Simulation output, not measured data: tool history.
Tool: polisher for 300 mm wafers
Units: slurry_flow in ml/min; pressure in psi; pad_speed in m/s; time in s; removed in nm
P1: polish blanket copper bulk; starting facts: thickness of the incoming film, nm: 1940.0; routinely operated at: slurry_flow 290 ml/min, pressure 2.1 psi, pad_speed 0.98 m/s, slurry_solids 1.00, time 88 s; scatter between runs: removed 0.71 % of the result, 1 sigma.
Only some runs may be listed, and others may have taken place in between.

run	hour	slurry_flow	pressure	pad_speed	slurry_solids	time	removed
1	11.2	290	2.1	0.98	1.00	88	572.09
2	17.6	290	2.1	0.98	1.00	88	569.04
3	26.5	290	2.1	0.98	1.00	135	864.09
4	37.2	290	2.1	0.98	0.65	88	518.52
5	42.9	370	2.1	0.98	1.00	88	581.62
6	48.1	175	2.1	0.98	1.00	88	528.68
7	59.6	290	1.0	0.98	1.00	88	269.10
# hour 65.8: slurry nozzle cleaned
8	69.3	290	2.9	0.98	1.00	88	781.44
9	78.3	290	2.1	0.98	1.00	88	571.28
10	88.4	290	2.1	0.68	1.00	88	396.31
11	95.5	290	2.1	0.98	1.45	88	616.76
12	104.3	290	2.1	1.26	1.00	88	731.80
13	109.8	290	2.1	0.98	1.00	88	560.19
14	120.5	290	2.1	0.98	1.00	88	568.47
15	126.6	290	2.1	0.98	1.00	88	569.86
16	138.6	290	2.7	0.98	0.60	88	655.70
17	147.9	290	2.1	0.98	1.00	64	416.40
18	154.1	290	2.1	0.98	1.00	88	563.82
19	165.0	290	2.1	0.98	1.00	88	552.89
20	175.1	290	2.1	0.98	1.00	88	553.79
21	181.8	290	2.1	0.98	1.00	88	538.91
22	190.6	290	2.1	0.98	1.00	88	539.85
# hour 195.1: slurry blender recalibrated
23	196.7	290	2.1	0.98	1.00	88	545.78
# hour 201.2: worn pad replaced by a new one
24	203.3	290	2.1	0.98	1.00	88	535.23
25	211.4	290	2.1	0.98	1.00	88	535.69

What does the tool deliver on the next run?
26	220.3	290	2.1	0.98	1.00	88	?

{"run 26": {"removed": 530.52}}
